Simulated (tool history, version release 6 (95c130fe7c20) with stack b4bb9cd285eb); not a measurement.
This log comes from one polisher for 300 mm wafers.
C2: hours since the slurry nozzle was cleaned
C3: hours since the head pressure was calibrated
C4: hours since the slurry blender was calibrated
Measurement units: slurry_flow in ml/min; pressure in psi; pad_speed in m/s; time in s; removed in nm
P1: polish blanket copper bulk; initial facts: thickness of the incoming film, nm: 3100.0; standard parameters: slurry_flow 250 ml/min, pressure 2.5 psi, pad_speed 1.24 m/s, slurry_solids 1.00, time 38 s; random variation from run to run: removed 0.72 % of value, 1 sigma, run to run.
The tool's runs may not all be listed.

run 1 hour=2.5 | slurry_flow=250 pressure=2.5 pad_speed=1.24 slurry_solids=1.00 time=38 | wafers_polished_on_this_pad=509 C2=560.5 C3=843.0 C4=168.4 | removed=458.36
run 2 hour=6.4 | slurry_flow=250 pressure=2.5 pad_speed=1.24 slurry_solids=1.00 time=18 | wafers_polished_on_this_pad=546 C2=564.4 C3=846.9 C4=172.3 | removed=215.41
run 3 hour=10.8 | slurry_flow=250 pressure=3.6 pad_speed=1.24 slurry_solids=1.00 time=38 | wafers_polished_on_this_pad=587 C2=568.8 C3=851.3 C4=176.7 | removed=662.42
run 4 hour=12.8 | slurry_flow=250 pressure=2.5 pad_speed=1.62 slurry_solids=1.00 time=38 | wafers_polished_on_this_pad=606 C2=570.8 C3=853.3 C4=178.7 | removed=590.75
run 5 hour=15.7 | slurry_flow=400 pressure=2.5 pad_speed=1.24 slurry_solids=1.00 time=38 | wafers_polished_on_this_pad=634 C2=573.7 C3=856.2 C4=181.6 | removed=475.14
run 6 hour=18.9 | slurry_flow=150 pressure=2.5 pad_speed=1.24 slurry_solids=1.00 time=38 | wafers_polished_on_this_pad=664 C2=576.9 C3=859.4 C4=184.8 | removed=425.10
run 7 hour=21.2 | slurry_flow=250 pressure=2.5 pad_speed=1.24 slurry_solids=0.65 time=38 | wafers_polished_on_this_pad=686 C2=579.2 C3=861.7 C4=187.1 | removed=413.11
run 8 hour=24.2 | slurry_flow=250 pressure=2.5 pad_speed=1.24 slurry_solids=1.00 time=38 | wafers_polished_on_this_pad=714 C2=582.2 C3=864.7 C4=190.1 | removed=451.32
run 9 hour=27.8 | slurry_flow=250 pressure=2.5 pad_speed=1.24 slurry_solids=1.00 time=38 | wafers_polished_on_this_pad=748 C2=585.8 C3=868.3 C4=193.7 | removed=453.12
run 10 hour=32.2 | slurry_flow=250 pressure=2.5 pad_speed=1.24 slurry_solids=1.00 time=38 | wafers_polished_on_this_pad=789 C2=590.2 C3=872.7 C4=198.1 | removed=449.51
run 11 hour=34.6 | slurry_flow=250 pressure=3.9 pad_speed=1.24 slurry_solids=1.45 time=38 | wafers_polished_on_this_pad=812 C2=592.6 C3=875.1 C4=200.5 | removed=767.53
run 12 hour=38.9 | slurry_flow=250 pressure=2.5 pad_speed=1.24 slurry_solids=1.00 time=50 | wafers_polished_on_this_pad=853 C2=596.9 C3=879.4 C4=204.8 | removed=597.31
run 13 hour=43.0 | slurry_flow=250 pressure=2.5 pad_speed=1.24 slurry_solids=1.45 time=38 | wafers_polished_on_this_pad=891 C2=601.0 C3=883.5 C4=208.9 | removed=496.41
run 14 hour=46.6 | slurry_flow=320 pressure=2.5 pad_speed=1.24 slurry_solids=1.00 time=24 | wafers_polished_on_this_pad=925 C2=604.6 C3=887.1 C4=212.5 | removed=292.06
run 15 hour=48.7 | slurry_flow=250 pressure=2.5 pad_speed=0.80 slurry_solids=1.00 time=38 | wafers_polished_on_this_pad=945 C2=606.7 C3=889.2 C4=214.6 | removed=295.34
run 16 hour=51.1 | slurry_flow=250 pressure=1.6 pad_speed=1.24 slurry_solids=1.00 time=38 | wafers_polished_on_this_pad=968 C2=609.1 C3=891.6 C4=217.0 | removed=288.21
run 17 hour=54.9 | slurry_flow=250 pressure=2.5 pad_speed=1.24 slurry_solids=1.00 time=38 | wafers_polished_on_this_pad=1004 C2=612.9 C3=895.4 C4=220.8 | removed=452.71
run 18 hour=57.9 | slurry_flow=250 pressure=2.5 pad_speed=1.24 slurry_solids=1.00 time=38 | wafers_polished_on_this_pad=1032 C2=615.9 C3=898.4 C4=223.8 | removed=455.68
run 19 hour=62.4 | slurry_flow=250 pressure=2.5 pad_speed=1.24 slurry_solids=1.00 time=38 | wafers_polished_on_this_pad=1074 C2=620.4 C3=902.9 C4=228.3 | removed=446.15
run 20 hour=66.2 | slurry_flow=250 pressure=2.5 pad_speed=1.24 slurry_solids=1.00 time=38 | wafers_polished_on_this_pad=1110 C2=624.2 C3=906.7 C4=232.1 | removed=445.60
run 21 hour=68.8 | slurry_flow=250 pressure=2.5 pad_speed=1.24 slurry_solids=1.00 time=38 | wafers_polished_on_this_pad=1135 C2=626.8 C3=909.3 C4=234.7 | removed=438.45
run 22 hour=71.7 | slurry_flow=250 pressure=2.5 pad_speed=1.24 slurry_solids=1.00 time=38 | wafers_polished_on_this_pad=1162 C2=629.7 C3=912.2 C4=237.6 | removed=430.52
run 23 hour=75.7 | slurry_flow=250 pressure=2.5 pad_speed=1.24 slurry_solids=1.00 time=38 | wafers_polished_on_this_pad=1200 C2=633.7 C3=916.2 C4=241.6 | removed=433.17
-- hour=76.6 slurry blender recalibrated
-- hour=76.9 worn pad replaced by a new one
run 24 hour=78.1 | slurry_flow=250 pressure=2.5 pad_speed=1.24 slurry_solids=1.00 time=38 | wafers_polished_on_this_pad=12 C2=636.1 C3=918.6 C4=1.5 | removed=432.32
run 25 hour=81.9 | slurry_flow=250 pressure=2.5 pad_speed=1.24 slurry_solids=1.00 time=38 | wafers_polished_on_this_pad=48 C2=639.9 C3=922.4 C4=5.3 | removed=425.66
run 26 hour=84.5 | slurry_flow=250 pressure=2.5 pad_speed=1.24 slurry_solids=1.00 time=38 | wafers_polished_on_this_pad=72 C2=642.5 C3=925.0 C4=7.9 | removed=431.77

What P1 gives has crept off from where it sat before. The 2 causes that follow fit the log equally well, each at the size noted:
A: head's pressure below its setpoint, % = 5.93
B: slurry flow missing at the pad, % = 36.8
The onset of the drift is placed at about hour 57.9.
The rest of the possible causes, and what rules out each one:
removal rate lost through wear of the pad, %: work on it at hour 76.9, done after the drift set in, did not restore what the process gave before
abrasive missing from the slurry, %: work on it at hour 76.6, done after the drift set in, did not restore what the process gave before

Below are 4 check runs, each averaged over 2 wafers, with their results shown as question marks. Which of them would give clearly different results depending on which cause is behind the drift?
run check 1 hour=87.1 | slurry_flow=250 pressure=2.5 pad_speed=1.24 slurry_solids=0.85 time=38 | removed=?
run check 2 hour=87.1 | slurry_flow=150 pressure=2.5 pad_speed=1.24 slurry_solids=1.00 time=38 | removed=?
run check 3 hour=87.1 | slurry_flow=250 pressure=3.1 pad_speed=1.24 slurry_solids=1.00 time=38 | removed=?
run check 4 hour=87.1 | slurry_flow=250 pressure=1.9 pad_speed=1.24 slurry_solids=1.00 time=38 | removed=?

Expected result of each check under each candidate cause:
check=check_1 result=removed if_A=413.37 if_B=413.32
check=check_2 result=removed if_A=398.95 if_B=384.46
check=check_3 result=removed if_A=530.56 if_B=530.50
check=check_4 result=removed if_A=325.18 if_B=325.14
Gap, in per cent, between the two causes that each check separates least, read from the result that separates them most: check 1 0.01 %; check 2 3.7 %; check 3 0.01 %; check 4 0.01 %
Check 2 is the one run that separates the causes; every other check would come out nearly the same whichever cause is at work.

Running check 2 produced the following: removed 381.73 nm. Which one of the listed causes fits?

Of the candidate causes, it is B: slurry flow missing at the pad, %.
